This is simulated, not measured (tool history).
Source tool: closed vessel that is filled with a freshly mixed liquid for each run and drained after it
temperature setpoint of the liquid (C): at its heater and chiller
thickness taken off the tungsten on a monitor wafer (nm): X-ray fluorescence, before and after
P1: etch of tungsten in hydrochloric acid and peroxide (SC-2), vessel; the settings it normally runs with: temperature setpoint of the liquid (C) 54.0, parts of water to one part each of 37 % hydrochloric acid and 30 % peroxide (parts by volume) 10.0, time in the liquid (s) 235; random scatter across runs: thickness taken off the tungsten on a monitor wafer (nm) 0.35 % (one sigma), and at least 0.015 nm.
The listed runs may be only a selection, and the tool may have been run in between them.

run	hour	temperature setpoint of the liquid (C)	parts of water to one part each of 37 % hydrochloric acid and 30 % peroxide (parts by volume)	time in the liquid (s)	hours since the thermometer was replaced	hours since the chemicals flow meter was replaced	hours since the drum of peroxide was connected	thickness taken off the tungsten on a monitor wafer (nm)
1	9.2	54.0	10.0	235	344.7	161.5	231.2	58.9280
# hour 16.0: new drum of peroxide connected
2	22.2	54.0	10.0	235	357.7	174.5	6.2	58.8290
3	33.2	66.0	10.0	70	368.7	185.5	17.2	37.4540
4	47.0	54.0	10.0	30	382.5	199.3	31.0	7.4953
5	54.9	54.0	10.0	235	390.4	207.2	38.9	59.1610
6	66.0	54.0	10.0	235	401.5	218.3	50.0	59.1240
7	77.1	42.5	10.0	235	412.6	229.4	61.1	27.1410
8	88.4	46.0	10.0	105	423.9	240.7	72.4	15.5020
9	99.0	54.0	10.0	235	434.5	251.3	83.0	58.8330
10	107.2	54.0	10.0	235	442.7	259.5	91.2	58.7580
11	113.8	54.0	4.0	235	449.3	266.1	97.8	117.7700
12	123.7	54.0	10.0	455	459.2	276.0	107.7	114.6500
13	135.6	54.0	17.5	235	471.1	287.9	119.6	36.4690
14	145.0	69.5	10.0	235	480.5	297.3	129.0	154.7500
15	153.1	54.0	10.0	235	488.6	305.4	137.1	58.8220
16	160.0	54.0	10.0	235	495.5	312.3	144.0	60.2900
17	173.4	54.0	10.0	235	508.9	325.7	157.4	61.6150
18	181.8	54.0	10.0	235	517.3	334.1	165.8	63.1420
19	195.7	54.0	10.0	235	531.2	348.0	179.7	63.8980
20	203.4	54.0	10.0	235	538.9	355.7	187.4	63.8470
21	216.0	54.0	10.0	235	551.5	368.3	200.0	63.6130
22	222.1	54.0	10.0	235	557.6	374.4	206.1	64.0930
23	234.3	54.0	10.0	235	569.8	386.6	218.3	64.1200
24	241.3	54.0	10.0	235	576.8	393.6	225.3	64.8820
25	249.6	54.0	10.0	235	585.1	401.9	233.6	64.1800
26	262.8	54.0	10.0	235	598.3	415.1	246.8	64.8270

P1 has crept away from where it was. The log is fitted equally well by each of these 2 causes, at the sizes shown:
A: liquid hotter than its thermometer reads (K) = 1.39
B: chemicals flow above the setpoint (%) = 11.5
Onset of the creep was near hour 153.1.
Every other cause this tool's parts could produce, and why it does not fit the log:
peroxide weaker than its label (%): at its largest 8, which would move thickness taken off the tungsten on a monitor wafer (nm) by -7.4 %, too little to match the creep or of the wrong sign

You are offered 4 check runs, listed below with question marks in place of their results; each one averages 2 wafers. Which run separates the listed causes by giving clearly different results for each?
check 1	276.0	43.0	10.0	35				?
check 2	276.0	54.0	15.5	455				?
check 3	276.0	63.5	10.0	440				?
check 4	276.0	45.0	4.0	235				?

If the cause were each of the candidates in turn, the checks would give the following:
check	result	if A	if B
check 1	thickness taken off the tungsten on a monitor wafer (nm)	4.6225	4.5922
check 2	thickness taken off the tungsten on a monitor wafer (nm)	85.8610	86.3590
check 3	thickness taken off the tungsten on a monitor wafer (nm)	219.6600	220.7200
check 4	thickness taken off the tungsten on a monitor wafer (nm)	71.2050	69.5240
Distance between the nearest two causes, measured in the result of the check that separates them most: check 1 0.66 %; check 2 0.58 %; check 3 0.48 %; check 4 2.39 %
Check 4 is the one run that separates the causes; every other check would come out nearly the same whichever cause is at work.

Here is what check 4 returned: thickness taken off the tungsten on a monitor wafer (nm) 69.5090. Which cause is it?

It was cause B: chemicals flow above the setpoint (%).
